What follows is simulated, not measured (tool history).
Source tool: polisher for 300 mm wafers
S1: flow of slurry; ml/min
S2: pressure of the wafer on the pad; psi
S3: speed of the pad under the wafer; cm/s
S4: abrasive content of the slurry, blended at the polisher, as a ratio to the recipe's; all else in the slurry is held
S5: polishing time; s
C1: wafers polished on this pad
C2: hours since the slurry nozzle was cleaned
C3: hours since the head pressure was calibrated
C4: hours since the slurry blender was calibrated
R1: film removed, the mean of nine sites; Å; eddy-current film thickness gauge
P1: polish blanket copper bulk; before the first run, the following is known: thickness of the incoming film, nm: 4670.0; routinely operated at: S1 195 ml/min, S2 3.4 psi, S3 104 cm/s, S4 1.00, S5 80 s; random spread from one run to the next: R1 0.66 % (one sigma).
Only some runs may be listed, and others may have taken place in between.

Run 1, hour 9.8: S1 195 ml/min, S2 3.4 psi, S3 104 cm/s, S4 1.00, S5 80 s; C1 601; C2 131.1; C3 92.3; C4 103.9. Result: R1 8976.1 Å.
Run 2, hour 19.7: S1 195 ml/min, S2 3.4 psi, S3 104 cm/s, S4 1.00, S5 80 s; C1 714; C2 141.0; C3 102.2; C4 113.8. Result: R1 8821.8 Å.
Run 3, hour 29.8: S1 195 ml/min, S2 3.4 psi, S3 104 cm/s, S4 1.40, S5 80 s; C1 830; C2 151.1; C3 112.3; C4 123.9. Result: R1 9515.4 Å.
Run 4, hour 35.3: S1 295 ml/min, S2 3.4 psi, S3 104 cm/s, S4 1.00, S5 80 s; C1 893; C2 156.6; C3 117.8; C4 129.4. Result: R1 9355.1 Å.
Run 5, hour 42.6: S1 195 ml/min, S2 3.4 psi, S3 104 cm/s, S4 0.50, S5 80 s; C1 977; C2 163.9; C3 125.1; C4 136.7. Result: R1 7731.5 Å.
At hour 43.3: slurry blender recalibrated.
Run 6, hour 48.4: S1 195 ml/min, S2 3.4 psi, S3 104 cm/s, S4 1.00, S5 80 s; C1 1043; C2 169.7; C3 130.9; C4 5.2. Result: R1 8899.4 Å.
Run 7, hour 54.0: S1 195 ml/min, S2 3.4 psi, S3 104 cm/s, S4 1.00, S5 40 s; C1 1107; C2 175.3; C3 136.5; C4 10.8. Result: R1 4438.6 Å.
Run 8, hour 62.5: S1 115 ml/min, S2 3.4 psi, S3 104 cm/s, S4 1.00, S5 80 s; C1 1204; C2 183.8; C3 145.0; C4 19.3. Result: R1 8242.4 Å.
Run 9, hour 68.2: S1 195 ml/min, S2 3.4 psi, S3 104 cm/s, S4 1.00, S5 104 s; C1 1270; C2 189.5; C3 150.7; C4 25.0. Result: R1 11589.0 Å.
Run 10, hour 78.5: S1 195 ml/min, S2 1.5 psi, S3 104 cm/s, S4 1.00, S5 80 s; C1 1388; C2 199.8; C3 161.0; C4 35.3. Result: R1 3903.0 Å.
Run 11, hour 87.0: S1 195 ml/min, S2 4.8 psi, S3 104 cm/s, S4 1.00, S5 80 s; C1 1485; C2 208.3; C3 169.5; C4 43.8. Result: R1 12626.0 Å.
Run 12, hour 94.5: S1 195 ml/min, S2 3.4 psi, S3 138 cm/s, S4 1.25, S5 80 s; C1 1571; C2 215.8; C3 177.0; C4 51.3. Result: R1 12363.0 Å.
Run 13, hour 100.6: S1 195 ml/min, S2 3.4 psi, S3 104 cm/s, S4 1.00, S5 80 s; C1 1641; C2 221.9; C3 183.1; C4 57.4. Result: R1 8925.1 Å.
Run 14, hour 110.6: S1 195 ml/min, S2 3.4 psi, S3 104 cm/s, S4 1.00, S5 80 s; C1 1755; C2 231.9; C3 193.1; C4 67.4. Result: R1 9010.6 Å.
At hour 115.6: worn pad replaced by a new one.
Run 15, hour 120.2: S1 195 ml/min, S2 3.4 psi, S3 52 cm/s, S4 1.00, S5 80 s; C1 53; C2 241.5; C3 202.7; C4 77.0. Result: R1 4438.4 Å.
Run 16, hour 126.7: S1 195 ml/min, S2 3.4 psi, S3 104 cm/s, S4 1.00, S5 80 s; C1 127; C2 248.0; C3 209.2; C4 83.5. Result: R1 8740.3 Å.
Run 17, hour 133.4: S1 195 ml/min, S2 3.4 psi, S3 164 cm/s, S4 1.00, S5 80 s; C1 204; C2 254.7; C3 215.9; C4 90.2. Result: R1 14115.0 Å.
Run 18, hour 141.3: S1 195 ml/min, S2 3.4 psi, S3 104 cm/s, S4 1.00, S5 80 s; C1 295; C2 262.6; C3 223.8; C4 98.1. Result: R1 8863.5 Å.

Estimate the outcome of run 19 from the log above:
Run 19, hour 145.9: S1 195 ml/min, S2 3.4 psi, S3 104 cm/s, S4 1.00, S5 80 s; C1 347; C2 267.2; C3 228.4; C4 102.7. Result: R1 ?.

{"run 19": {"R1": 8857.0}}
